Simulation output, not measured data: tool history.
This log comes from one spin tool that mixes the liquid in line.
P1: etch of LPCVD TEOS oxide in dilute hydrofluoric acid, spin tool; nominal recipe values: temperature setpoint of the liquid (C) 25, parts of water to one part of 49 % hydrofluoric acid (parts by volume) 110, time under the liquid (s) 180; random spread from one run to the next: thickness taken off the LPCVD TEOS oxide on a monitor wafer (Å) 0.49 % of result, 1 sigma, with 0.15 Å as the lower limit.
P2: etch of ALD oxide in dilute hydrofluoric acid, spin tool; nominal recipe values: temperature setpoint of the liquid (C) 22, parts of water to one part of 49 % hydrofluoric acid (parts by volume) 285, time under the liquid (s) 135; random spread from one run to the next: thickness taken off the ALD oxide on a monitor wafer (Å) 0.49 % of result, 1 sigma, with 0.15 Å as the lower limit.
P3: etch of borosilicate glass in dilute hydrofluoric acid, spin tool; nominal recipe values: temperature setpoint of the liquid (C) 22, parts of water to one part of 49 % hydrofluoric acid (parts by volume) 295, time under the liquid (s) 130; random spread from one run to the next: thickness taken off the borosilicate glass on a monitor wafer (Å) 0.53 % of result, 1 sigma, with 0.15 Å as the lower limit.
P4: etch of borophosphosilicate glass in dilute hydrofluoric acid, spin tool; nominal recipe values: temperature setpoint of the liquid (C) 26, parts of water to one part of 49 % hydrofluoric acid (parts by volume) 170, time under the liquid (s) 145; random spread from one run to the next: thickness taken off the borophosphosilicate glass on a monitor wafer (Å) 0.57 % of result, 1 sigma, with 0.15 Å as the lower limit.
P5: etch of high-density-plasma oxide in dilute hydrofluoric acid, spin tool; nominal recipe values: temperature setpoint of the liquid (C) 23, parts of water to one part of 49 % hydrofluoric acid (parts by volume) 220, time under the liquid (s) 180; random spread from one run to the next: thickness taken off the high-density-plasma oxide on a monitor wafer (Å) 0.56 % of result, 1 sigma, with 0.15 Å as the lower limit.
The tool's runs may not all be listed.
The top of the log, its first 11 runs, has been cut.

run	day	process that ran	temperature setpoint of the liquid (C)	parts of water to one part of 49 % hydrofluoric acid (parts by volume)	time under the liquid (s)	hours since the thermometer was replaced	hours since the hydrofluoric acid flow meter was replaced	thickness taken off the LPCVD TEOS oxide on a monitor wafer (Å)	thickness taken off the high-density-plasma oxide on a monitor wafer (Å)	thickness taken off the borophosphosilicate glass on a monitor wafer (Å)	thickness taken off the borosilicate glass on a monitor wafer (Å)	thickness taken off the ALD oxide on a monitor wafer (Å)
12	6.617	P1	25	110	180	553.8	428.7	524.33				
13	7.196	P2	22	440	135	567.7	442.6					27.828
14	7.667	P3	22	75	130	579	453.9				318.8	
15	8.262	P2	22	285	255	593.3	468.2					92.598
16	8.908	P1	25	110	180	608.8	483.7	522.42				
17	9.55	P1	25	110	85	624.2	499.1	250.11				
18	10.129	P1	25	110	180	638.1	513	525.79				
19	10.504	P5	23	220	25	647.1	522		5.7178			
20	11.033	P1	25	40	180	659.8	534.7	1588				
21	11.454	P1	17.5	110	60	669.9	544.8	128.61				

Expected results for the next run?
22	11.792	P2	22	285	135	678	552.9					?

{"run 22": {"thickness taken off the ALD oxide on a monitor wafer (Å)": 49.047}}

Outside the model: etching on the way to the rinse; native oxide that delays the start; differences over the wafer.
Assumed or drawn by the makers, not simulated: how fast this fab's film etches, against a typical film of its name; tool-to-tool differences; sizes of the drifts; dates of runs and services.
